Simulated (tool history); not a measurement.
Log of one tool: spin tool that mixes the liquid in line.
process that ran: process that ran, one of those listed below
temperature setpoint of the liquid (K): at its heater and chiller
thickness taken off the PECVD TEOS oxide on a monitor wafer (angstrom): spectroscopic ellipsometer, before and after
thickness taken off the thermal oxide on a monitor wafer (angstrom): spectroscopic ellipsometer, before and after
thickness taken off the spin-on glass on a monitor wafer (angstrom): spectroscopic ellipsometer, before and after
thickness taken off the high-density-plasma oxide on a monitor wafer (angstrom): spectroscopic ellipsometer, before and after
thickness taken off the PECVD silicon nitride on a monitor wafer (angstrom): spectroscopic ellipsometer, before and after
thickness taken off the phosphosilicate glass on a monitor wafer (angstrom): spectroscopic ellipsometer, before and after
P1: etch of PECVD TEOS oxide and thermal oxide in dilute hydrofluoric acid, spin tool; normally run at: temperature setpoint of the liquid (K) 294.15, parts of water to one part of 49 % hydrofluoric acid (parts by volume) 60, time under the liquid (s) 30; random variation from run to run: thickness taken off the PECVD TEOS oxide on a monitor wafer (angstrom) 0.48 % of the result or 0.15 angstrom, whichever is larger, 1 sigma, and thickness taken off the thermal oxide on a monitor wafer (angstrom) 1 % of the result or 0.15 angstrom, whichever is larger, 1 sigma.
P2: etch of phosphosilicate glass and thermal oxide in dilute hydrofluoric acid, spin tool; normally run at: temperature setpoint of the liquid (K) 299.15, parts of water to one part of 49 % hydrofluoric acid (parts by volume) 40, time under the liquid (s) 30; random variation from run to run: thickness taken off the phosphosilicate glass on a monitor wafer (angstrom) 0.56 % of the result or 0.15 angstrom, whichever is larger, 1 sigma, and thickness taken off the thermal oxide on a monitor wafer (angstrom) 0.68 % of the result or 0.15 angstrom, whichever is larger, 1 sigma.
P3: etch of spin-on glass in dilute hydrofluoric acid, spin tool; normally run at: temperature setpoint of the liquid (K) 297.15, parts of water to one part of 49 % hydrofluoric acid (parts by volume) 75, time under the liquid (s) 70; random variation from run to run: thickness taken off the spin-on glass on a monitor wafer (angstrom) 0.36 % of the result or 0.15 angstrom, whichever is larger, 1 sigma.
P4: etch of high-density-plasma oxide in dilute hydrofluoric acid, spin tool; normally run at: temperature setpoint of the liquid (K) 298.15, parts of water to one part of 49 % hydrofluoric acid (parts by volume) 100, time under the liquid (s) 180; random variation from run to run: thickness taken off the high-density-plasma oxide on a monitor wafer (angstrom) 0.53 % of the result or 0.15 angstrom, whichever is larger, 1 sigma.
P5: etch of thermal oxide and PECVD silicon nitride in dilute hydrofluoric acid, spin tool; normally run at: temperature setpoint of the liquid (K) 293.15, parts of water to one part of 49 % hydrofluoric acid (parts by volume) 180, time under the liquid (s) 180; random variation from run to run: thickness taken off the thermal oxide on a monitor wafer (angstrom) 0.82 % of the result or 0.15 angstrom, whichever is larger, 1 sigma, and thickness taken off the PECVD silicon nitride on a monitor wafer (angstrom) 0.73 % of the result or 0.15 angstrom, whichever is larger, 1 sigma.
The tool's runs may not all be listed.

run	day	process that ran	temperature setpoint of the liquid (K)	parts of water to one part of 49 % hydrofluoric acid (parts by volume)	time under the liquid (s)	thickness taken off the PECVD TEOS oxide on a monitor wafer (angstrom)	thickness taken off the thermal oxide on a monitor wafer (angstrom)	thickness taken off the spin-on glass on a monitor wafer (angstrom)	thickness taken off the high-density-plasma oxide on a monitor wafer (angstrom)	thickness taken off the PECVD silicon nitride on a monitor wafer (angstrom)	thickness taken off the phosphosilicate glass on a monitor wafer (angstrom)
1	0.450	P1	294.15	60	30	44.207	21.0780				
2	0.792	P3	297.15	75	105			473.23			
3	1.338	P4	298.15	100	15				8.1111		
4	1.788	P1	294.15	95	15	13.228	6.2801				
5	2.162	P4	298.15	20	180				545.7700		
6	2.496	P5	300.15	180	180		44.2590			58.941	
7	3.071	P5	293.15	180	60		11.5090			12.534	
8	3.496	P4	298.15	100	180				98.0940		
9	4.075	P3	297.15	75	70			320.13			
10	4.412	P1	290.15	60	30	37.363	17.5180				
11	4.771	P2	299.15	40	30		41.2870				1750.1
12	5.350	P3	297.15	75	70			316.32			
13	5.862	P4	302.15	100	180				115.4800		
14	6.158	P1	301.15	60	30	58.836	27.4700				
15	6.429	P1	290.15	60	45	55.468	26.6750				
16	6.967	P1	294.15	60	30	44.097	20.5700				
17	7.475	P1	294.15	60	15	22.036	10.6260				
18	8.083	P1	294.15	60	30	44.704	20.8000				
19	8.571	P3	297.15	20	70			1277.70			
20	8.904	P1	294.15	60	30	44.064	20.6380				
21	9.246	P2	299.15	40	30		40.2610				1749.2
22	9.817	P1	290.15	30	30	77.742	35.8110				
23	10.083	P1	294.15	60	60	88.361	40.4340				
24	10.654	P2	299.15	40	45		61.3230				2634.5
25	10.933	P1	294.15	60	30	44.296	20.3420				
26	11.258	P2	299.15	55	30		28.7670				1237.4
27	11.638	P2	306.65	40	30		55.6150				2328.9
28	12.025	P4	298.15	100	180				98.5050		
# day 12.117: thermometer replaced
29	12.375	P5	293.15	80	180		84.9090			82.678	
30	12.788	P5	293.15	180	180		34.2590			38.211	
31	13.204	P3	291.65	75	70			253.05			
32	13.512	P1	294.15	30	30	91.453	43.3860				
33	13.850	P1	294.15	100	30	25.450	11.8400				
34	14.458	P1	294.15	60	30	44.052	21.0360				
35	14.738	P1	294.15	60	30	45.196	20.8170				
36	15.021	P1	294.15	60	30	46.439	21.5880				
37	15.479	P1	294.15	60	30	47.460	22.0200				
38	15.771	P1	294.15	60	30	47.682	21.9780				
39	16.096	P1	294.15	60	30	48.256	22.3660				
40	16.567	P1	294.15	60	30	48.028	23.2280				
41	16.929	P1	294.15	60	30	48.197	23.1120				
42	17.212	P1	294.15	60	30	48.371	22.4490				
43	17.658	P1	294.15	60	30	48.814	23.2040				
44	18.088	P1	294.15	60	30	48.528	23.3110				

What P1 gives has crept away from where it was. These 2 causes fit the log equally well, each at the size given:
A: hydrofluoric acid flow above the setpoint (%) = 9.24
B: liquid hotter than its thermometer reads (K) = 2.29
The creep began at about day 14.458.

4 check runs are offered, one wafer each, their results left as question marks. Which one tells the causes apart?
check 1	18.517	P4	298.15	100	180				?		
check 2	18.517	P2	299.15	40	30		?				?
check 3	18.517	P3	297.15	75	70			?			
check 4	18.517	P5	293.15	180	180		?			?	

What each check would give under each cause:
check	result	if A	if B
check 1	thickness taken off the high-density-plasma oxide on a monitor wafer (angstrom)	108.6600	107.5600
check 2	thickness taken off the thermal oxide on a monitor wafer (angstrom)	44.7260	44.7120
check 2	thickness taken off the phosphosilicate glass on a monitor wafer (angstrom)	1924.0	1923.4
check 3	thickness taken off the spin-on glass on a monitor wafer (angstrom)	349.86	348.14
check 4	thickness taken off the thermal oxide on a monitor wafer (angstrom)	37.9260	37.3460
check 4	thickness taken off the PECVD silicon nitride on a monitor wafer (angstrom)	40.789	43.475
How far apart the two closest causes lie, in the result that separates them most: check 1 1.01 %; check 2 0.03 %; check 3 0.49 %; check 4 6.38 %
Only check 4 tells the causes apart: in the others they would give nearly the same result.

Then check 4 was run and gave: thickness taken off the thermal oxide on a monitor wafer (angstrom) 37.2540; thickness taken off the PECVD silicon nitride on a monitor wafer (angstrom) 43.018. Which cause is it?

It is B: liquid hotter than its thermometer reads (K).
